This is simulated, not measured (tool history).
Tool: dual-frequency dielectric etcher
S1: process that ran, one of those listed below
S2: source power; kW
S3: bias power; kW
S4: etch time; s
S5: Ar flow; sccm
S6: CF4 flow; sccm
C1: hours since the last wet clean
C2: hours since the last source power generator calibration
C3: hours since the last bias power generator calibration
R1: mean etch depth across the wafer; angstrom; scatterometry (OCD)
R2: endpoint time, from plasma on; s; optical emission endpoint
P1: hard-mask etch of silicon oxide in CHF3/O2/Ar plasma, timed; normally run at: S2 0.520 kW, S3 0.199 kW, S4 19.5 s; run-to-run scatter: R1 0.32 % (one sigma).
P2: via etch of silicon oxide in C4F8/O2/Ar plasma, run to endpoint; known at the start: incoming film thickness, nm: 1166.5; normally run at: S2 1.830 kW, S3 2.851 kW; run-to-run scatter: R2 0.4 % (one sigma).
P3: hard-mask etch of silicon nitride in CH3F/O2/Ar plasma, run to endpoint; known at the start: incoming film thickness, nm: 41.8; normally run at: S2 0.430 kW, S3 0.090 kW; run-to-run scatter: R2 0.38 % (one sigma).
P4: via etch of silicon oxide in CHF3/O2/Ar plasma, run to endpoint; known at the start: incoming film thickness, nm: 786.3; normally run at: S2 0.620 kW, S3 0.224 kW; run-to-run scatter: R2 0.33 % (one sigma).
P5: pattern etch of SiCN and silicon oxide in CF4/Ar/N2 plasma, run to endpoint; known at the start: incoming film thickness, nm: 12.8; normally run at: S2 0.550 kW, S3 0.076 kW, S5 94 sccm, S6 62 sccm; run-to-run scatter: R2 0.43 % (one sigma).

run,day,S1,S2,S3,S4,S5,S6,C1,C2,C3,R1,R2
1,0.342,P1,0.520,0.199,19.5,,,68.6,1580.7,721.7,365.04,
2,0.983,P4,0.620,0.170,,,,84.0,1596.1,737.1,,399.040
3,1.546,P1,0.690,0.199,19.5,,,97.5,1609.6,750.6,410.00,
4,1.992,P3,0.430,0.090,,,,108.2,1620.3,761.3,,54.463
5,2.367,P1,0.520,0.259,19.5,,,117.2,1629.3,770.3,401.75,
6,2.971,P1,0.520,0.162,19.5,,,131.7,1643.8,784.8,341.26,
7,3.617,P1,0.520,0.199,10.5,,,147.2,1659.3,800.3,196.44,
8,3.954,P2,2.350,2.851,,,,155.3,1667.4,808.4,,196.220
9,4.304,P1,0.420,0.241,19.5,,,163.7,1675.8,816.8,360.02,
10,4.725,P1,0.520,0.199,19.5,,,173.8,1685.9,826.9,367.28,
11,5.125,P1,0.520,0.199,27.5,,,183.4,1695.5,836.5,512.89,
# day 5.262: wet clean of the chamber
12,5.658,P5,0.550,0.076,,94,62,9.6,1708.3,849.3,,12.032
13,6.008,P1,0.360,0.199,19.5,,,18.0,1716.7,857.7,318.03,
14,6.483,P3,0.550,0.090,,,,29.4,1728.1,869.1,,49.748
15,7.104,P5,0.650,0.076,,94,62,44.3,1743.0,884.0,,10.344
16,7.521,P4,0.620,0.224,,,,54.3,1753.0,894.0,,363.370
17,7.921,P4,0.770,0.224,,,,63.9,1762.6,903.6,,334.850
18,8.283,P4,0.620,0.224,,,,72.6,1771.3,912.3,,363.000
19,8.888,P1,0.520,0.141,12.5,,,87.1,1785.8,926.8,208.99,
20,9.321,P1,0.520,0.199,19.5,,,97.5,1796.2,937.2,365.94,
21,9.958,P5,0.550,0.050,,94,62,112.8,1811.5,952.5,,13.736
22,10.450,P1,0.520,0.199,19.5,,,124.6,1823.3,964.3,365.52,
23,10.829,P5,0.550,0.076,,73,62,133.7,1832.4,973.4,,11.554
24,11.433,P2,1.830,2.851,,,,148.2,1846.9,987.9,,216.380
25,12.083,P2,1.830,2.195,,,,163.8,1862.5,1003.5,,234.190
26,12.508,P3,0.430,0.109,,,,174.0,1872.7,1013.7,,51.295
27,12.958,P1,0.520,0.199,19.5,,,184.8,1883.5,1024.5,365.33,
28,13.400,P5,0.550,0.076,,94,80,195.4,1894.1,1035.1,,11.603
29,13.812,P3,0.430,0.090,,,,205.3,1904.0,1045.0,,54.628
30,14.383,P2,1.830,2.851,,,,219.0,1917.7,1058.7,,216.900
31,14.958,P1,0.520,0.199,19.5,,,232.8,1931.5,1072.5,365.81,
32,15.546,P1,0.520,0.199,19.5,,,246.9,1945.6,1086.6,363.82,
33,16.104,P1,0.520,0.199,19.5,,,260.3,1959.0,1100.0,360.63,
34,16.600,P1,0.520,0.199,19.5,,,272.2,1970.9,1111.9,361.37,
# day 17.000: wet clean of the chamber
35,17.246,P1,0.520,0.199,19.5,,,5.9,1986.4,1127.4,362.01,
36,17.829,P1,0.520,0.199,19.5,,,19.9,2000.4,1141.4,360.76,
37,18.417,P1,0.520,0.199,19.5,,,34.0,2014.5,1155.5,358.85,
38,18.767,P1,0.520,0.199,19.5,,,42.4,2022.9,1163.9,360.16,

What P1 gives has crept away from where it was. These 2 causes fit the log equally well, each at the size given:
A: source power that arrives under what is set, % = 4.13
B: bias power that arrives under what is set, % = 4.53
The creep began at about day 14.958.
Why every other cause is out:
chamber walls in a state that lowers the etch rate, %: serviced at day 17.000, which brought nothing back

4 check runs are offered, each on 2 wafers whose results are averaged, their results left as question marks. Which one tells the causes apart?
check 1,19.117,P4,0.620,0.224,,,,,,,,?
check 2,19.117,P3,0.430,0.090,,,,,,,,?
check 3,19.117,P5,0.550,0.076,,94,62,,,,,?
check 4,19.117,P2,1.830,2.851,,,,,,,,?

What each check would give under each cause:
check,result,if A,if B
check 1,R2,368.650,368.730
check 2,R2,55.472,55.511
check 3,R2,12.467,12.202
check 4,R2,220.230,219.750
How far apart the two closest causes lie, in the result that separates them most: check 1 0.02 %; check 2 0.07 %; check 3 2.15 %; check 4 0.22 %
Only check 3 tells the causes apart: in the others they would give nearly the same result.

Then check 3 was run and gave: R2 12.213 s. Which cause is it?

It is B: bias power that arrives under what is set, %.

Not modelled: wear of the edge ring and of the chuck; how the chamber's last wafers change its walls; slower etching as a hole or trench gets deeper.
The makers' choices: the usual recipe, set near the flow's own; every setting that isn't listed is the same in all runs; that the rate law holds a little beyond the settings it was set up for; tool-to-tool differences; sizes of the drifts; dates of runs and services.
